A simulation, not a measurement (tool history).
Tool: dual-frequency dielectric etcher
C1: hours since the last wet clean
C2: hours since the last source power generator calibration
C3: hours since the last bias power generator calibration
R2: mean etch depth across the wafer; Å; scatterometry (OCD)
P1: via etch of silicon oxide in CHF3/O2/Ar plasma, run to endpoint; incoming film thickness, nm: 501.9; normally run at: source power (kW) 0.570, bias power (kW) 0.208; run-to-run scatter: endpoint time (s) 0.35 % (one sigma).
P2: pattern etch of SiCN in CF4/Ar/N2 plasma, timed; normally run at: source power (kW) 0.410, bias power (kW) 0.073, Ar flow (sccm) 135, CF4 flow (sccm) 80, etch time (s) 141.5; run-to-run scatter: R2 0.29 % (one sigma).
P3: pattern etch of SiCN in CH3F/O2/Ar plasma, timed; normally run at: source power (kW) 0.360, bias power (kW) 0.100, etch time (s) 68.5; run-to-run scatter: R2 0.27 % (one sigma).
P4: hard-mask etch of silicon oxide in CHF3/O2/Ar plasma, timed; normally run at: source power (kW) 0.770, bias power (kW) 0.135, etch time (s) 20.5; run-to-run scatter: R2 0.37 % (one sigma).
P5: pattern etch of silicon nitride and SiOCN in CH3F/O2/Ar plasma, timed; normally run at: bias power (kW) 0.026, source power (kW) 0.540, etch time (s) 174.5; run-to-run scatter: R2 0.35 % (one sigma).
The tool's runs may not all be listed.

{"run": 1, "hour": 15.2, "process that ran": "P1", "source power (kW)": 0.57, "bias power (kW)": 0.208, "C1": 156.2, "C2": 1810.4, "C3": 1801.3, "endpoint time (s)": 240.95}
{"run": 2, "hour": 27.1, "process that ran": "P2", "source power (kW)": 0.54, "bias power (kW)": 0.073, "Ar flow (sccm)": 135, "CF4 flow (sccm)": 80, "etch time (s)": 141.5, "C1": 168.1, "C2": 1822.3, "C3": 1813.2, "R2": 1404.1}
{"run": 3, "hour": 41.8, "process that ran": "P2", "source power (kW)": 0.41, "bias power (kW)": 0.073, "Ar flow (sccm)": 191, "CF4 flow (sccm)": 80, "etch time (s)": 141.5, "C1": 182.8, "C2": 1837.0, "C3": 1827.9, "R2": 1043.7}
{"run": 4, "hour": 55.4, "process that ran": "P1", "source power (kW)": 0.57, "bias power (kW)": 0.268, "C1": 196.4, "C2": 1850.6, "C3": 1841.5, "endpoint time (s)": 220.19}
{"run": 5, "hour": 68.6, "process that ran": "P2", "source power (kW)": 0.41, "bias power (kW)": 0.073, "Ar flow (sccm)": 135, "CF4 flow (sccm)": 80, "etch time (s)": 141.5, "C1": 209.6, "C2": 1863.8, "C3": 1854.7, "R2": 1103.0}
{"run": 6, "hour": 84.9, "process that ran": "P3", "source power (kW)": 0.36, "bias power (kW)": 0.064, "etch time (s)": 68.5, "C1": 225.9, "C2": 1880.1, "C3": 1871.0, "R2": 236.42}
{"run": 7, "hour": 96.8, "process that ran": "P5", "source power (kW)": 0.54, "bias power (kW)": 0.026, "etch time (s)": 174.5, "C1": 237.8, "C2": 1892.0, "C3": 1882.9, "R2": 275.53}
{"run": 8, "hour": 115.8, "process that ran": "P1", "source power (kW)": 0.57, "bias power (kW)": 0.146, "C1": 256.8, "C2": 1911.0, "C3": 1901.9, "endpoint time (s)": 270.65}
{"run": 9, "hour": 131.2, "process that ran": "P1", "source power (kW)": 0.36, "bias power (kW)": 0.208, "C1": 272.2, "C2": 1926.4, "C3": 1917.3, "endpoint time (s)": 287.66}
{"run": 10, "hour": 148.2, "process that ran": "P1", "source power (kW)": 0.57, "bias power (kW)": 0.208, "C1": 289.2, "C2": 1943.4, "C3": 1934.3, "endpoint time (s)": 239.85}
{"run": 11, "hour": 166.3, "process that ran": "P5", "source power (kW)": 0.54, "bias power (kW)": 0.026, "etch time (s)": 234.0, "C1": 307.3, "C2": 1961.5, "C3": 1952.4, "R2": 370.38}
{"hour": 177.1, "done": "bias power generator calibrated"}
{"run": 12, "hour": 178.5, "process that ran": "P4", "source power (kW)": 0.77, "bias power (kW)": 0.135, "etch time (s)": 20.5, "C1": 319.5, "C2": 1973.7, "C3": 1.5, "R2": 412.66}
{"run": 13, "hour": 194.6, "process that ran": "P4", "source power (kW)": 0.77, "bias power (kW)": 0.135, "etch time (s)": 20.5, "C1": 335.6, "C2": 1989.8, "C3": 17.6, "R2": 414.66}
{"run": 14, "hour": 208.9, "process that ran": "P5", "source power (kW)": 0.54, "bias power (kW)": 0.026, "etch time (s)": 174.5, "C1": 349.9, "C2": 2004.1, "C3": 31.9, "R2": 275.31}
{"run": 15, "hour": 221.6, "process that ran": "P3", "source power (kW)": 0.45, "bias power (kW)": 0.1, "etch time (s)": 68.5, "C1": 362.6, "C2": 2016.8, "C3": 44.6, "R2": 301.86}
{"run": 16, "hour": 235.7, "process that ran": "P5", "source power (kW)": 0.76, "bias power (kW)": 0.026, "etch time (s)": 174.5, "C1": 376.7, "C2": 2030.9, "C3": 58.7, "R2": 311.2}
{"run": 17, "hour": 247.1, "process that ran": "P3", "source power (kW)": 0.36, "bias power (kW)": 0.1, "etch time (s)": 100.5, "C1": 388.1, "C2": 2042.3, "C3": 70.1, "R2": 406.61}
{"run": 18, "hour": 257.5, "process that ran": "P2", "source power (kW)": 0.41, "bias power (kW)": 0.073, "Ar flow (sccm)": 135, "CF4 flow (sccm)": 80, "etch time (s)": 141.5, "C1": 398.5, "C2": 2052.7, "C3": 80.5, "R2": 1098.8}
{"run": 19, "hour": 275.9, "process that ran": "P1", "source power (kW)": 0.57, "bias power (kW)": 0.208, "C1": 416.9, "C2": 2071.1, "C3": 98.9, "endpoint time (s)": 240.3}
{"run": 20, "hour": 288.9, "process that ran": "P2", "source power (kW)": 0.41, "bias power (kW)": 0.073, "Ar flow (sccm)": 135, "CF4 flow (sccm)": 80, "etch time (s)": 92.5, "C1": 429.9, "C2": 2084.1, "C3": 111.9, "R2": 721.27}
{"run": 21, "hour": 305.1, "process that ran": "P2", "source power (kW)": 0.41, "bias power (kW)": 0.073, "Ar flow (sccm)": 135, "CF4 flow (sccm)": 107, "etch time (s)": 141.5, "C1": 446.1, "C2": 2100.3, "C3": 128.1, "R2": 1145.0}
{"run": 22, "hour": 316.9, "process that ran": "P1", "source power (kW)": 0.57, "bias power (kW)": 0.208, "C1": 457.9, "C2": 2112.1, "C3": 139.9, "endpoint time (s)": 239.53}
{"run": 23, "hour": 325.6, "process that ran": "P1", "source power (kW)": 0.48, "bias power (kW)": 0.268, "C1": 466.6, "C2": 2120.8, "C3": 148.6, "endpoint time (s)": 233.89}
{"run": 24, "hour": 335.7, "process that ran": "P3", "source power (kW)": 0.36, "bias power (kW)": 0.1, "etch time (s)": 68.5, "C1": 476.7, "C2": 2130.9, "C3": 158.7, "R2": 277.37}
{"run": 25, "hour": 350.8, "process that ran": "P4", "source power (kW)": 0.77, "bias power (kW)": 0.186, "etch time (s)": 20.5, "C1": 491.8, "C2": 2146.0, "C3": 173.8, "R2": 459.05}
{"run": 26, "hour": 368.6, "process that ran": "P1", "source power (kW)": 0.79, "bias power (kW)": 0.131, "C1": 509.6, "C2": 2163.8, "C3": 191.6, "endpoint time (s)": 245.8}
{"run": 27, "hour": 385.1, "process that ran": "P1", "source power (kW)": 0.8, "bias power (kW)": 0.208, "C1": 526.1, "C2": 2180.3, "C3": 208.1, "endpoint time (s)": 211.39}
{"run": 28, "hour": 400.5, "process that ran": "P2", "source power (kW)": 0.41, "bias power (kW)": 0.043, "Ar flow (sccm)": 135, "CF4 flow (sccm)": 80, "etch time (s)": 141.5, "C1": 541.5, "C2": 2195.7, "C3": 223.5, "R2": 922.41}
{"run": 29, "hour": 418.2, "process that ran": "P4", "source power (kW)": 0.49, "bias power (kW)": 0.135, "etch time (s)": 20.5, "C1": 559.2, "C2": 2213.4, "C3": 241.2, "R2": 345.58}
{"run": 30, "hour": 431.7, "process that ran": "P1", "source power (kW)": 0.57, "bias power (kW)": 0.208, "C1": 572.7, "C2": 2226.9, "C3": 254.7, "endpoint time (s)": 240.77}
{"run": 31, "hour": 443.9, "process that ran": "P4", "source power (kW)": 0.77, "bias power (kW)": 0.135, "etch time (s)": 13.5, "C1": 584.9, "C2": 2239.1, "C3": 266.9, "R2": 271.47}
{"run": 32, "hour": 452.2, "process that ran": "P5", "source power (kW)": 0.54, "bias power (kW)": 0.031, "etch time (s)": 174.5, "C1": 593.2, "C2": 2247.4, "C3": 275.2, "R2": 300.21}
{"run": 33, "hour": 469.7, "process that ran": "P1", "source power (kW)": 0.57, "bias power (kW)": 0.208, "C1": 610.7, "C2": 2264.9, "C3": 292.7, "endpoint time (s)": 241.61}
{"run": 34, "hour": 485.5, "process that ran": "P1", "source power (kW)": 0.57, "bias power (kW)": 0.208, "C1": 626.5, "C2": 2280.7, "C3": 308.5, "endpoint time (s)": 242.18}
{"run": 35, "hour": 500.8, "process that ran": "P1", "source power (kW)": 0.57, "bias power (kW)": 0.208, "C1": 641.8, "C2": 2296.0, "C3": 323.8, "endpoint time (s)": 242.87}
{"run": 36, "hour": 513.6, "process that ran": "P1", "source power (kW)": 0.57, "bias power (kW)": 0.208, "C1": 654.6, "C2": 2308.8, "C3": 336.6, "endpoint time (s)": 243.48}
{"run": 37, "hour": 525.9, "process that ran": "P1", "source power (kW)": 0.57, "bias power (kW)": 0.208, "C1": 666.9, "C2": 2321.1, "C3": 348.9, "endpoint time (s)": 243.5}
{"hour": 526.1, "done": "wet clean of the chamber"}
{"run": 38, "hour": 545.0, "process that ran": "P1", "source power (kW)": 0.57, "bias power (kW)": 0.208, "C1": 19.0, "C2": 2340.2, "C3": 368.0, "endpoint time (s)": 244.17}
{"run": 39, "hour": 556.6, "process that ran": "P1", "source power (kW)": 0.57, "bias power (kW)": 0.208, "C1": 30.6, "C2": 2351.8, "C3": 379.6, "endpoint time (s)": 244.99}
{"run": 40, "hour": 567.9, "process that ran": "P1", "source power (kW)": 0.57, "bias power (kW)": 0.208, "C1": 41.9, "C2": 2363.1, "C3": 390.9, "endpoint time (s)": 243.29}

What P1 gives has crept away from where it was. These 2 causes fit the log equally well, each at the size given:
A: bias power that arrives under what is set, % = 4.88
B: source power that arrives under what is set, % = 4.46
The creep began at about hour 469.7.
Why every other cause is out:
chamber walls in a state that lowers the etch rate, %: serviced at hour 526.1, which brought nothing back

4 check runs are offered, one wafer each, their results left as question marks. Which one tells the causes apart?
{"run": "check 1", "hour": 579.2, "process that ran": "P2", "source power (kW)": 0.48, "bias power (kW)": 0.046, "Ar flow (sccm)": 135, "CF4 flow (sccm)": 80, "etch time (s)": 141.5, "R2": "?"}
{"run": "check 2", "hour": 579.2, "process that ran": "P5", "source power (kW)": 0.75, "bias power (kW)": 0.026, "etch time (s)": 174.5, "R2": "?"}
{"run": "check 3", "hour": 579.2, "process that ran": "P3", "source power (kW)": 0.36, "bias power (kW)": 0.069, "etch time (s)": 94.0, "R2": "?"}
{"run": "check 4", "hour": 579.2, "process that ran": "P4", "source power (kW)": 0.63, "bias power (kW)": 0.161, "etch time (s)": 20.5, "R2": "?"}

What each check would give under each cause:
check=check_1 result=R2 if_A=1063.90 if_B=1038.00
check=check_2 result=R2 if_A=302.20 if_B=304.02
check=check_3 result=R2 if_A=326.48 if_B=326.62
check=check_4 result=R2 if_A=397.63 if_B=397.12
How far apart the two closest causes lie, in the result that separates them most: check 1 2.46 %; check 2 0.6 %; check 3 0.04 %; check 4 0.13 %
Check 1 tells the causes apart: in the others they would give nearly the same result.

Then check 1 was run and gave: R2 1039.40 Å. Which cause is it?

It is B: source power that arrives under what is set, %.

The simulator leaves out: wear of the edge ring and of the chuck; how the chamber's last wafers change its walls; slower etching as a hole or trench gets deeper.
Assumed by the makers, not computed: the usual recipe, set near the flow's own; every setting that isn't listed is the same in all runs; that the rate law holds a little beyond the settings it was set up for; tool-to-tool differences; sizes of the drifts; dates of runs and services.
